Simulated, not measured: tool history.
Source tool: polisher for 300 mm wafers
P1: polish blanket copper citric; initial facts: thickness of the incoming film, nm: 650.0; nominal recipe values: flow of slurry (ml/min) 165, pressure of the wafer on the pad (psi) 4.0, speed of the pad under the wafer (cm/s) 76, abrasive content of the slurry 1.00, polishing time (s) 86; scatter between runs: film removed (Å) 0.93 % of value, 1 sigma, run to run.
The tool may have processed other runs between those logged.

| run | hour | flow of slurry (ml/min) | pressure of the wafer on the pad (psi) | speed of the pad under the wafer (cm/s) | abrasive content of the slurry | polishing time (s) | wafers polished on this pad | hours since the slurry nozzle was cleaned | hours since the head pressure was calibrated | hours since the slurry blender was calibrated | film removed (Å) |
|---|---|---|---|---|---|---|---|---|---|---|---|
| 1 | 8.4 | 165 | 4.0 | 76 | 1.00 | 86 | 223 | 373.2 | 319.5 | 54.2 | 1967.10 |
| 2 | 12.7 | 165 | 4.0 | 76 | 0.60 | 58 | 249 | 377.5 | 323.8 | 58.5 | 1206.20 |
| 3 | 21.5 | 165 | 4.0 | 76 | 1.00 | 86 | 303 | 386.3 | 332.6 | 67.3 | 2000.00 |
| 4 | 26.2 | 100 | 4.0 | 76 | 1.00 | 86 | 332 | 391.0 | 337.3 | 72.0 | 1792.80 |
|  | 30.8 | head pressure recalibrated |
| 5 | 34.1 | 165 | 4.0 | 76 | 1.00 | 86 | 380 | 398.9 | 3.4 | 79.9 | 1966.80 |
| 6 | 38.7 | 165 | 4.0 | 100 | 1.00 | 86 | 408 | 403.5 | 8.0 | 84.5 | 2595.40 |
| 7 | 44.2 | 165 | 4.0 | 76 | 1.00 | 39 | 442 | 409.0 | 13.5 | 90.0 | 900.14 |
| 8 | 51.9 | 165 | 4.0 | 76 | 0.60 | 86 | 489 | 416.7 | 21.2 | 97.7 | 1763.20 |
| 9 | 56.6 | 165 | 6.2 | 76 | 1.00 | 86 | 518 | 421.4 | 25.9 | 102.4 | 3034.70 |
| 10 | 64.9 | 165 | 4.0 | 46 | 1.00 | 86 | 569 | 429.7 | 34.2 | 110.7 | 1200.50 |
| 11 | 72.5 | 165 | 4.0 | 76 | 1.00 | 131 | 615 | 437.3 | 41.8 | 118.3 | 3060.40 |
| 12 | 78.3 | 165 | 4.0 | 76 | 1.00 | 86 | 651 | 443.1 | 47.6 | 124.1 | 1962.30 |
|  | 81.3 | slurry blender recalibrated |
| 13 | 87.6 | 165 | 4.0 | 76 | 1.45 | 86 | 707 | 452.4 | 56.9 | 6.4 | 2164.70 |
| 14 | 95.2 | 210 | 4.0 | 76 | 1.00 | 86 | 754 | 460.0 | 64.5 | 14.0 | 2047.30 |
| 15 | 99.6 | 230 | 4.0 | 98 | 1.00 | 86 | 781 | 464.4 | 68.9 | 18.4 | 2680.20 |
| 16 | 104.2 | 165 | 2.9 | 76 | 1.00 | 86 | 809 | 469.0 | 73.5 | 23.0 | 1450.00 |
| 17 | 111.8 | 165 | 4.0 | 76 | 1.00 | 86 | 855 | 476.6 | 81.1 | 30.6 | 1968.70 |
| 18 | 121.0 | 165 | 4.0 | 76 | 1.00 | 86 | 912 | 485.8 | 90.3 | 39.8 | 1952.70 |
| 19 | 125.8 | 165 | 4.0 | 76 | 1.00 | 86 | 941 | 490.6 | 95.1 | 44.6 | 1910.00 |
| 20 | 135.2 | 165 | 4.0 | 76 | 1.00 | 86 | 999 | 500.0 | 104.5 | 54.0 | 1868.10 |
| 21 | 142.1 | 165 | 4.0 | 76 | 1.00 | 86 | 1041 | 506.9 | 111.4 | 60.9 | 1845.70 |
|  | 145.9 | slurry blender recalibrated |
|  | 146.6 | head pressure recalibrated |
| 22 | 147.7 | 165 | 4.0 | 76 | 1.00 | 86 | 1075 | 512.5 | 1.2 | 1.9 | 1811.80 |
| 23 | 153.7 | 165 | 4.0 | 76 | 1.00 | 86 | 1112 | 518.5 | 7.2 | 7.9 | 1834.70 |
| 24 | 160.1 | 165 | 4.0 | 76 | 1.00 | 86 | 1151 | 524.9 | 13.6 | 14.3 | 1829.20 |
| 25 | 167.7 | 165 | 4.0 | 76 | 1.00 | 86 | 1197 | 532.5 | 21.2 | 21.9 | 1808.90 |
| 26 | 173.8 | 165 | 4.0 | 76 | 1.00 | 86 | 1235 | 538.6 | 27.3 | 28.0 | 1833.40 |
| 27 | 179.0 | 165 | 4.0 | 76 | 1.00 | 86 | 1267 | 543.8 | 32.5 | 33.2 | 1820.90 |
| 28 | 183.7 | 165 | 4.0 | 76 | 1.00 | 86 | 1295 | 548.5 | 37.2 | 37.9 | 1831.30 |

The log shows P1 creeping away from where it was. Any of the 2 causes listed here, at the size stated for it, fits the log just as well as the others:
A: removal rate lost through wear of the pad, % = 8.72
B: slurry flow missing at the pad, % = 37.1
The process output started creeping at around hour 111.8.
The rest of the possible causes, and what rules out each one:
head's pressure below its setpoint, %: serviced after onset, at hour 146.6, with no recovery of the prior output
abrasive missing from the slurry, %: serviced after onset, at hour 145.9, with no recovery of the prior output

Below are 4 check runs, each averaged over 3 wafers, with their results shown as question marks. Which of them would give clearly different results depending on which cause is behind the drift?
| check 1 | 188.4 | 165 | 6.2 | 58 | 1.00 | 86 |  |  |  |  | ? |
| check 2 | 188.4 | 105 | 4.0 | 76 | 1.00 | 131 |  |  |  |  | ? |
| check 3 | 188.4 | 165 | 4.0 | 76 | 1.00 | 66 |  |  |  |  | ? |
| check 4 | 188.4 | 165 | 4.0 | 76 | 1.45 | 86 |  |  |  |  | ? |

What every check run would give for each of its results, assuming each possible cause in turn:
| check | result | if A | if B |
|---|---|---|---|
| check 1 | film removed (Å) | 2136.50 | 2136.70 |
| check 2 | film removed (Å) | 2527.90 | 2417.70 |
| check 3 | film removed (Å) | 1391.20 | 1391.40 |
| check 4 | film removed (Å) | 1966.50 | 1966.70 |
How far apart the two closest causes lie, in the result that separates them most: check 1 0.01 %; check 2 4.46 %; check 3 0.01 %; check 4 0.01 %
Only in check 2 would the causes give clearly different results; in the remaining checks their results would be nearly the same.

Running check 2 produced the following: film removed (Å) 2418.90. Which one of the listed causes fits?

B is the cause: slurry flow missing at the pad, %.

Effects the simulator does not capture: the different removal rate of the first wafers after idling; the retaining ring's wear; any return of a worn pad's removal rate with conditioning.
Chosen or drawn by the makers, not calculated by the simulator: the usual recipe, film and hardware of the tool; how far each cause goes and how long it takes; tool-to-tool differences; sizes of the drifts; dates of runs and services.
